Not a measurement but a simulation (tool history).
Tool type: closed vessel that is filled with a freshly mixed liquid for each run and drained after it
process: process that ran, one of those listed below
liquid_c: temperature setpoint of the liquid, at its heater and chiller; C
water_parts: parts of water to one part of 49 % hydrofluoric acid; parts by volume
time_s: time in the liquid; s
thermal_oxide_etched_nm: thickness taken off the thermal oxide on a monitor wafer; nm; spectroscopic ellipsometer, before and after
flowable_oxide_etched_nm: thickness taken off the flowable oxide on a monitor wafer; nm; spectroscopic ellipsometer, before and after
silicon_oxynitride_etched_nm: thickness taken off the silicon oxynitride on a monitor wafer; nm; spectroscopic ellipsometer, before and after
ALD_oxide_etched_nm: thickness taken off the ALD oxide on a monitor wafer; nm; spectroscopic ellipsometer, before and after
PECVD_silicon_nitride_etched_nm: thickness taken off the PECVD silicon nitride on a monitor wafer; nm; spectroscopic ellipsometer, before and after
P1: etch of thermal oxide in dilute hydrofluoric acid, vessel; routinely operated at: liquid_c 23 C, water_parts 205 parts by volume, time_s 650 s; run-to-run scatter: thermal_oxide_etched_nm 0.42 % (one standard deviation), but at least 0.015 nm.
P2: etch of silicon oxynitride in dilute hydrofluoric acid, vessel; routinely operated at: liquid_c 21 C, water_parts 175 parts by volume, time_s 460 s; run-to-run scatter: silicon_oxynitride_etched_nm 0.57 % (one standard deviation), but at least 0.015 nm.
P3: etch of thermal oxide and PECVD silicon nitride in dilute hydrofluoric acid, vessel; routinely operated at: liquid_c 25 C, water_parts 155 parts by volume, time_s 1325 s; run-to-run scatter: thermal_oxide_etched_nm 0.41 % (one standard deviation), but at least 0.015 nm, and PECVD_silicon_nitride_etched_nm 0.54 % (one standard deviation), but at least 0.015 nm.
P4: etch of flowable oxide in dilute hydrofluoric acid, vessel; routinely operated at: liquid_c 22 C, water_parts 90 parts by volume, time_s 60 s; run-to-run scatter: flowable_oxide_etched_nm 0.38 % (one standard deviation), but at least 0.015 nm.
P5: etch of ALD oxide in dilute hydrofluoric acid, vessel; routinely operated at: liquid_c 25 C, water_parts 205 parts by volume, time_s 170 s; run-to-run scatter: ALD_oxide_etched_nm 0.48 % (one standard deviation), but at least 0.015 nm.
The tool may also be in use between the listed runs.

run,hour,process,liquid_c,water_parts,time_s,hours since the thermometer was replaced,hours since the hydrofluoric acid flow meter was replaced,thermal_oxide_etched_nm,flowable_oxide_etched_nm,silicon_oxynitride_etched_nm,ALD_oxide_etched_nm,PECVD_silicon_nitride_etched_nm
1,7.2,P1,23,205,650,1220.6,1051.9,13.635,,,,
2,13.7,P4,22,90,90,1227.1,1058.4,,37.37,,,
3,20.1,P2,21,175,815,1233.5,1064.8,,,7.2382,,
4,25.3,P5,25,205,70,1238.7,1070,,,,7.927,
5,30.3,P4,22,155,60,1243.7,1075,,13.386,,,
6,39.9,P3,29,155,1325,1253.3,1084.6,46.725,,,,20.832
7,44.9,P1,23,330,650,1258.3,1089.6,7.4915,,,,
8,53,P1,23,205,650,1266.4,1097.7,13.682,,,,
9,60.7,P1,31,205,180,1274.1,1105.4,5.0306,,,,
10,67.3,P1,23,205,650,1280.7,1112,13.559,,,,
11,76.8,P3,25,155,1325,1290.2,1121.5,40.033,,,,16.248
12,86,P5,25,205,170,1299.4,1130.7,,,,19.138,
13,92.8,P3,25,155,1325,1306.2,1137.5,40.059,,,,16.155
14,97.1,P4,27,90,60,1310.5,1141.8,,30.234,,,
15,102.7,P2,27.5,175,460,1316.1,1147.4,,,5.4974,,
16,107.6,P5,25,110,170,1321,1152.3,,,,39.652,
17,116.4,P1,27.5,205,650,1329.8,1161.1,16.056,,,,
18,122.5,P1,23,205,1130,1335.9,1167.2,23.634,,,,
19,128,P1,23,85,105,1341.4,1172.7,6.1225,,,,
20,136.3,P1,23,80,650,1349.7,1181,40.515,,,,
21,140.5,P1,23,205,650,1353.9,1185.2,13.627,,,,
22,148.8,P5,33,205,170,1362.2,1193.5,,,,25.117,
23,155.2,P3,25,80,1325,1368.6,1199.9,85.002,,,,31.438
24,161.6,P1,23,205,125,1375,1206.3,2.6307,,,,
25,167.1,P1,23,45,915,1380.5,1211.8,105.03,,,,
26,172.5,P1,17,205,650,1385.9,1217.2,10.837,,,,
27,179.4,P1,23,205,650,1392.8,1224.1,13.524,,,,
28,184.8,P3,25,155,2655,1398.2,1229.5,80.176,,,,32.487
29,191.9,P4,22,90,60,1405.3,1236.6,,24.766,,,
30,196.2,P4,22,90,60,1409.6,1240.9,,24.844,,,
31,205.6,P2,21,175,460,1419,1250.3,,,4.1175,,
32,211.2,P2,21,290,460,1424.6,1255.9,,,2.304,,

Expected results for the next run?
33,218.3,P1,23,205,650,1431.7,1263,?,,,,

thermal_oxide_etched_nm: 13.638 nm
